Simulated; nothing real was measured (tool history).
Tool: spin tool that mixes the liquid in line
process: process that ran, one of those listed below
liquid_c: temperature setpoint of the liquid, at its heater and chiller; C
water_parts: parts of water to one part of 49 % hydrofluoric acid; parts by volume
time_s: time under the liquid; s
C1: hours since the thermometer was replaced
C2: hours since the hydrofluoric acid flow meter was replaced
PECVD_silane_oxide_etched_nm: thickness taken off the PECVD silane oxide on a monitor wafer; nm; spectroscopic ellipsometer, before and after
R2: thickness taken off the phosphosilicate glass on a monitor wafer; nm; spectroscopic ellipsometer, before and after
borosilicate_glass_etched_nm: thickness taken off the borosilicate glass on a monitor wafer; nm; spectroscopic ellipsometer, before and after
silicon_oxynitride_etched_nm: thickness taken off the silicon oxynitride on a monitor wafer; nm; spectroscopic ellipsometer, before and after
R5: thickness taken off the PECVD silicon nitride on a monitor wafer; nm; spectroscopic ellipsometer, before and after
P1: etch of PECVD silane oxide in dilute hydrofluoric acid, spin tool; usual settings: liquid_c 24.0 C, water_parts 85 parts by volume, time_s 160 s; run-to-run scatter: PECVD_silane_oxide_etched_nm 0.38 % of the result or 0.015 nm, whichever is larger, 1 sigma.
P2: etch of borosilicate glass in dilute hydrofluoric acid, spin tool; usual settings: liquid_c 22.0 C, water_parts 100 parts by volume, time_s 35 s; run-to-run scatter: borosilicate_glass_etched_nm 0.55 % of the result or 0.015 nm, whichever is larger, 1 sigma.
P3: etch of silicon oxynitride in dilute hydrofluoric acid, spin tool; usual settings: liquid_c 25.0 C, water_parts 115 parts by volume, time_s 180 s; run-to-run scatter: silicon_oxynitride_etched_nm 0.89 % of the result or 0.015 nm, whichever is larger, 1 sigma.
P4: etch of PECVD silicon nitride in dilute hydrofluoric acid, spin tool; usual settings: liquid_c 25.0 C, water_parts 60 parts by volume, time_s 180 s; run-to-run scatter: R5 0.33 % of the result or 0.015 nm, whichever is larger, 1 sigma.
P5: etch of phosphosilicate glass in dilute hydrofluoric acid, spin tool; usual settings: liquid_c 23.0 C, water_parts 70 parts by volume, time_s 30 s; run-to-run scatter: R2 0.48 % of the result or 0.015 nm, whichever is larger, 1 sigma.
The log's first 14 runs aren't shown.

Run 15, hour 201.0: process P5, liquid_c 23.0 C, water_parts 100 parts by volume, time_s 30 s; C1 572.4; C2 1918.1. Result: R2 32.874 nm.
Run 16, hour 219.2: process P4, liquid_c 25.0 C, water_parts 60 parts by volume, time_s 330 s; C1 590.6; C2 1936.3. Result: R5 17.7270 nm.
Run 17, hour 234.5: process P1, liquid_c 24.0 C, water_parts 85 parts by volume, time_s 290 s; C1 605.9; C2 1951.6. Result: PECVD_silane_oxide_etched_nm 53.969 nm.
Run 18, hour 247.3: process P4, liquid_c 33.0 C, water_parts 60 parts by volume, time_s 180 s; C1 618.7; C2 1964.4. Result: R5 16.2030 nm.
Run 19, hour 258.6: process P2, liquid_c 29.0 C, water_parts 100 parts by volume, time_s 35 s; C1 630.0; C2 1975.7. Result: borosilicate_glass_etched_nm 14.682 nm.
Run 20, hour 274.6: process P3, liquid_c 25.0 C, water_parts 115 parts by volume, time_s 180 s; C1 646.0; C2 1991.7. Result: silicon_oxynitride_etched_nm 3.1549 nm.
Run 21, hour 286.6: process P1, liquid_c 24.0 C, water_parts 85 parts by volume, time_s 160 s; C1 658.0; C2 2003.7. Result: PECVD_silane_oxide_etched_nm 29.656 nm.
Run 22, hour 297.6: process P3, liquid_c 25.0 C, water_parts 40 parts by volume, time_s 180 s; C1 669.0; C2 2014.7. Result: silicon_oxynitride_etched_nm 9.6270 nm.
Run 23, hour 308.7: process P3, liquid_c 25.0 C, water_parts 115 parts by volume, time_s 285 s; C1 680.1; C2 2025.8. Result: silicon_oxynitride_etched_nm 4.9332 nm.
Run 24, hour 326.2: process P4, liquid_c 25.0 C, water_parts 60 parts by volume, time_s 180 s; C1 697.6; C2 2043.3. Result: R5 9.6245 nm.
Run 25, hour 337.0: process P2, liquid_c 22.0 C, water_parts 100 parts by volume, time_s 60 s; C1 708.4; C2 2054.1. Result: borosilicate_glass_etched_nm 19.061 nm.
Run 26, hour 354.2: process P1, liquid_c 24.0 C, water_parts 40 parts by volume, time_s 160 s; C1 725.6; C2 2071.3. Result: PECVD_silane_oxide_etched_nm 67.280 nm.
Run 27, hour 370.6: process P4, liquid_c 25.0 C, water_parts 105 parts by volume, time_s 180 s; C1 742.0; C2 2087.7. Result: R5 5.5438 nm.
Run 28, hour 381.2: process P1, liquid_c 29.0 C, water_parts 85 parts by volume, time_s 225 s; C1 752.6; C2 2098.3. Result: PECVD_silane_oxide_etched_nm 50.957 nm.
Run 29, hour 391.1: process P4, liquid_c 25.0 C, water_parts 60 parts by volume, time_s 180 s; C1 762.5; C2 2108.2. Result: R5 9.5695 nm.
Run 30, hour 408.6: process P1, liquid_c 24.0 C, water_parts 85 parts by volume, time_s 160 s; C1 780.0; C2 2125.7. Result: PECVD_silane_oxide_etched_nm 29.914 nm.
At hour 415.3: hydrofluoric acid flow meter replaced.
Run 31, hour 417.6: process P2, liquid_c 22.0 C, water_parts 100 parts by volume, time_s 35 s; C1 789.0; C2 2.3. Result: borosilicate_glass_etched_nm 11.090 nm.

Forecast run 32:
Run 32, hour 433.4: process P1, liquid_c 28.0 C, water_parts 85 parts by volume, time_s 160 s; C1 804.8; C2 18.1. Result: PECVD_silane_oxide_etched_nm ?.

{"run 32": {"PECVD_silane_oxide_etched_nm": 34.982}}
